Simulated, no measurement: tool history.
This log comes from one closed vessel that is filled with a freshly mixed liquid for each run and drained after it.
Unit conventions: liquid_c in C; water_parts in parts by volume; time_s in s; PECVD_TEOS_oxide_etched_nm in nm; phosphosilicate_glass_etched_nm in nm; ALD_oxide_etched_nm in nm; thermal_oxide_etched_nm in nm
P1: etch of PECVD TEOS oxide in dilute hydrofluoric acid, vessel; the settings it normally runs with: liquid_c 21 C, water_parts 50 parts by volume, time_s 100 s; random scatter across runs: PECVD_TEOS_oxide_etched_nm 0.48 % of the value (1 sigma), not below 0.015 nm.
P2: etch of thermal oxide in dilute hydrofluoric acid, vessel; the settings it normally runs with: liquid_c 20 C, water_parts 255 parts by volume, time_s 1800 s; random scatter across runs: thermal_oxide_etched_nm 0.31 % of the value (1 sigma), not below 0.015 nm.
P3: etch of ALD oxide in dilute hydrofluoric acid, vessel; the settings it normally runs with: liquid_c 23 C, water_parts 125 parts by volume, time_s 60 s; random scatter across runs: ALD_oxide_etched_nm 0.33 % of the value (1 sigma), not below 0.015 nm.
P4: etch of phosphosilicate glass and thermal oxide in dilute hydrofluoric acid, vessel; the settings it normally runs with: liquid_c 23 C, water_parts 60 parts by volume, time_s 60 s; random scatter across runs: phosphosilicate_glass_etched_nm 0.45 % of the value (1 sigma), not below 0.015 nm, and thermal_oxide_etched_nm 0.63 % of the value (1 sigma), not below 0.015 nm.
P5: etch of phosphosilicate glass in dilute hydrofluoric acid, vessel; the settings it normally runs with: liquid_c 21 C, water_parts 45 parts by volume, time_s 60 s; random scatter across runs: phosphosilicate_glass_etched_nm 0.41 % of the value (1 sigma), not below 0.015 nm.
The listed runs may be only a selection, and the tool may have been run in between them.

| run | hour | process | liquid_c | water_parts | time_s | PECVD_TEOS_oxide_etched_nm | phosphosilicate_glass_etched_nm | ALD_oxide_etched_nm | thermal_oxide_etched_nm |
|---|---|---|---|---|---|---|---|---|---|
| 1 | 13.2 | P1 | 21 | 50 | 100 | 23.488 |  |  |  |
| 2 | 25.6 | P5 | 21 | 45 | 60 |  | 165.33 |  |  |
| 3 | 35 | P1 | 21 | 50 | 100 | 23.306 |  |  |  |
| 4 | 43.3 | P3 | 23 | 40 | 60 |  |  | 43.613 |  |
| 5 | 58.3 | P1 | 21 | 20 | 100 | 60.575 |  |  |  |
| 6 | 69.5 | P5 | 21 | 70 | 60 |  | 104.22 |  |  |
| 7 | 83.9 | P2 | 20 | 445 | 1800 |  |  |  | 11.4 |
| 8 | 96.9 | P1 | 21 | 50 | 100 | 23.182 |  |  |  |
| 9 | 108.2 | P5 | 17 | 45 | 60 |  | 139.95 |  |  |
| 10 | 123.7 | P1 | 21 | 50 | 100 | 23.22 |  |  |  |
| 11 | 135.3 | P2 | 26 | 255 | 1800 |  |  |  | 28.892 |
| 12 | 142.7 | P1 | 25.5 | 20 | 100 | 73.492 |  |  |  |
| 13 | 154.7 | P3 | 23 | 125 | 60 |  |  | 12.599 |  |
| 14 | 169.9 | P1 | 21 | 50 | 100 | 23.541 |  |  |  |
| 15 | 178.1 | P1 | 17.5 | 50 | 100 | 20.265 |  |  |  |
| 16 | 187.7 | P3 | 23 | 125 | 30 |  |  | 6.2881 |  |
| 17 | 204.1 | P2 | 20 | 255 | 1800 |  |  |  | 23.294 |
| 18 | 214.5 | P1 | 26.5 | 50 | 100 | 29.366 |  |  |  |
| 19 | 231 | P1 | 21 | 50 | 45 | 10.594 |  |  |  |
| 20 | 240.4 | P5 | 21 | 45 | 30 |  | 83.339 |  |  |
| 21 | 252 | P3 | 28.5 | 125 | 60 |  |  | 15.505 |  |
| 22 | 260.8 | P1 | 21 | 50 | 100 | 23.331 |  |  |  |
| 23 | 270.8 | P4 | 23 | 20 | 60 |  | 223.63 |  | 14.13 |
| 24 | 284.3 | P1 | 21 | 50 | 160 | 37.152 |  |  |  |
| 25 | 291.8 | P1 | 21 | 80 | 100 | 14.166 |  |  |  |
| 26 | 300.4 | P1 | 25.5 | 80 | 100 | 16.95 |  |  |  |
| 27 | 313.6 | P4 | 29.5 | 60 | 60 |  | 90.984 |  | 5.8639 |
| 28 | 322 | P4 | 23 | 60 | 60 |  | 70.688 |  | 4.5256 |
| 29 | 331.7 | P4 | 23 | 60 | 30 |  | 35.409 |  | 2.2546 |
| 30 | 344.2 | P2 | 20 | 255 | 1800 |  |  |  | 23.266 |
| 31 | 359.5 | P2 | 20 | 255 | 985 |  |  |  | 12.843 |
| 32 | 369.7 | P1 | 21 | 50 | 100 | 23.328 |  |  |  |
| 33 | 382 | P1 | 21 | 50 | 100 | 22.143 |  |  |  |
| 34 | 392.3 | P1 | 21 | 50 | 100 | 21.632 |  |  |  |
| 35 | 406.7 | P1 | 21 | 50 | 100 | 21.462 |  |  |  |
| 36 | 416.3 | P1 | 21 | 50 | 100 | 21.327 |  |  |  |
| 37 | 428.5 | P1 | 21 | 50 | 100 | 21.107 |  |  |  |
| 38 | 436.1 | P1 | 21 | 50 | 100 | 21.236 |  |  |  |

The log shows P1 creeping away from where it was. Any of the 2 causes listed here, at the size stated for it, fits the log just as well as the others:
A: liquid colder than its thermometer reads (K) = 2.39
B: hydrofluoric acid flow below the setpoint (%) = 9.1
The gradual shift began around hour 369.7.

4 check runs are offered, one wafer each, their results left as question marks. Which one tells the causes apart?
| check 1 | 443.7 | P2 | 23.5 | 255 | 1800 |  |  |  | ? |
| check 2 | 443.7 | P3 | 23 | 70 | 60 |  |  | ? |  |
| check 3 | 443.7 | P5 | 17 | 45 | 30 |  | ? |  |  |
| check 4 | 443.7 | P4 | 29 | 20 | 60 |  | ? |  | ? |

Check results expected under each cause:
| check | result | if A | if B |
|---|---|---|---|
| check 1 | thermal_oxide_etched_nm | 24.359 | 23.552 |
| check 2 | ALD_oxide_etched_nm | 21.757 | 21.636 |
| check 3 | phosphosilicate_glass_etched_nm | 62.949 | 63.258 |
| check 4 | phosphosilicate_glass_etched_nm | 259.32 | 259.26 |
| check 4 | thermal_oxide_etched_nm | 16.672 | 16.668 |
Smallest distance between any two causes, each pair judged by its most separating result, in per cent: check 1 3.37 %; check 2 0.56 %; check 3 0.49 %; check 4 0.02 %
Only in check 1 would the causes give clearly different results; in the remaining checks their results would be nearly the same.

The results of check 1 are: thermal_oxide_etched_nm 23.64 nm. Based on these, which of the listed causes is it?

The correct cause is B, namely: hydrofluoric acid flow below the setpoint (%).

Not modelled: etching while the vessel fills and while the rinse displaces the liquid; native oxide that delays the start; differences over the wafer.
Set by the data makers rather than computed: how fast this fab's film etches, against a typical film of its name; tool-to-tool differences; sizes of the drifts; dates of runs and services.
